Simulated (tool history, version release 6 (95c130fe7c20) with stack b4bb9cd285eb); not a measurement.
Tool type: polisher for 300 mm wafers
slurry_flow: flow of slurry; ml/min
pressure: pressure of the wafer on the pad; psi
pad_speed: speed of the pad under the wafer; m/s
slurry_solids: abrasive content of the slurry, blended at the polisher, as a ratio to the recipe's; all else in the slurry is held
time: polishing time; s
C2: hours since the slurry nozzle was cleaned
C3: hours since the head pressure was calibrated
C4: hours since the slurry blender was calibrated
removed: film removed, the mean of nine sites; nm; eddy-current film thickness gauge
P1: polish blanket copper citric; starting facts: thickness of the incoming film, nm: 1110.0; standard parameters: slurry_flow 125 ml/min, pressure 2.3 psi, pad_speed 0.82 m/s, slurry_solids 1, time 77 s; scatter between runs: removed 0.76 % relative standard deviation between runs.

run 1 day=0.492 | slurry_flow=125 pressure=2.3 pad_speed=0.82 slurry_solids=1 time=77 | wafers_polished_on_this_pad=1021 C2=360.2 C3=410.8 C4=58.6 | removed=121.32
run 2 day=1.179 | slurry_flow=75 pressure=2.3 pad_speed=0.82 slurry_solids=1 time=77 | wafers_polished_on_this_pad=1220 C2=376.7 C3=427.3 C4=75.1 | removed=104.75
run 3 day=1.608 | slurry_flow=125 pressure=2.3 pad_speed=0.82 slurry_solids=1 time=77 | wafers_polished_on_this_pad=1345 C2=387 C3=437.6 C4=85.4 | removed=121.08
run 4 day=2.083 | slurry_flow=185 pressure=2.3 pad_speed=0.82 slurry_solids=1 time=77 | wafers_polished_on_this_pad=1482 C2=398.4 C3=449 C4=96.8 | removed=130.37
-- day=2.479 slurry nozzle cleaned
run 5 day=2.712 | slurry_flow=125 pressure=2.3 pad_speed=0.82 slurry_solids=1 time=77 | wafers_polished_on_this_pad=1665 C2=5.7 C3=464.1 C4=111.9 | removed=118.18
run 6 day=3.408 | slurry_flow=125 pressure=2.3 pad_speed=0.82 slurry_solids=1 time=109 | wafers_polished_on_this_pad=1866 C2=22.4 C3=480.8 C4=128.6 | removed=168.77
run 7 day=3.729 | slurry_flow=125 pressure=2.3 pad_speed=0.5 slurry_solids=1 time=77 | wafers_polished_on_this_pad=1959 C2=30.1 C3=488.5 C4=136.3 | removed=75.04
run 8 day=4.288 | slurry_flow=125 pressure=2.3 pad_speed=0.82 slurry_solids=1 time=35 | wafers_polished_on_this_pad=2121 C2=43.5 C3=501.9 C4=149.7 | removed=54.023
run 9 day=4.971 | slurry_flow=125 pressure=2.3 pad_speed=0.82 slurry_solids=0.65 time=77 | wafers_polished_on_this_pad=2319 C2=59.9 C3=518.3 C4=166.1 | removed=109.96
run 10 day=5.658 | slurry_flow=125 pressure=2.3 pad_speed=0.82 slurry_solids=1.35 time=77 | wafers_polished_on_this_pad=2518 C2=76.4 C3=534.8 C4=182.6 | removed=128.99
run 11 day=6.242 | slurry_flow=125 pressure=2.3 pad_speed=0.82 slurry_solids=1 time=77 | wafers_polished_on_this_pad=2687 C2=90.4 C3=548.8 C4=196.6 | removed=119.48
run 12 day=6.596 | slurry_flow=125 pressure=3.6 pad_speed=0.82 slurry_solids=1 time=77 | wafers_polished_on_this_pad=2790 C2=98.9 C3=557.3 C4=205.1 | removed=186.73
run 13 day=7.258 | slurry_flow=125 pressure=2.3 pad_speed=0.82 slurry_solids=1 time=77 | wafers_polished_on_this_pad=2982 C2=114.8 C3=573.2 C4=221 | removed=119.89
run 14 day=7.679 | slurry_flow=125 pressure=3.5 pad_speed=1.12 slurry_solids=1 time=77 | wafers_polished_on_this_pad=3104 C2=124.9 C3=583.3 C4=231.1 | removed=244.18
run 15 day=8.025 | slurry_flow=125 pressure=2.3 pad_speed=1.04 slurry_solids=1 time=77 | wafers_polished_on_this_pad=3204 C2=133.2 C3=591.6 C4=239.4 | removed=151.16
run 16 day=8.346 | slurry_flow=125 pressure=1.4 pad_speed=0.82 slurry_solids=1 time=77 | wafers_polished_on_this_pad=3297 C2=140.9 C3=599.3 C4=247.1 | removed=74.781
run 17 day=8.683 | slurry_flow=125 pressure=2.3 pad_speed=0.82 slurry_solids=1 time=77 | wafers_polished_on_this_pad=3395 C2=149 C3=607.4 C4=255.2 | removed=120.88
run 18 day=9.333 | slurry_flow=125 pressure=2.3 pad_speed=0.82 slurry_solids=1 time=77 | wafers_polished_on_this_pad=3583 C2=164.6 C3=623 C4=270.8 | removed=117.2

Forecast run 19:
run 19 day=9.95 | slurry_flow=125 pressure=2.3 pad_speed=0.82 slurry_solids=1 time=77 | wafers_polished_on_this_pad=3762 C2=179.4 C3=637.8 C4=285.6 | removed=?

{"run 19": {"removed": 113.51}}
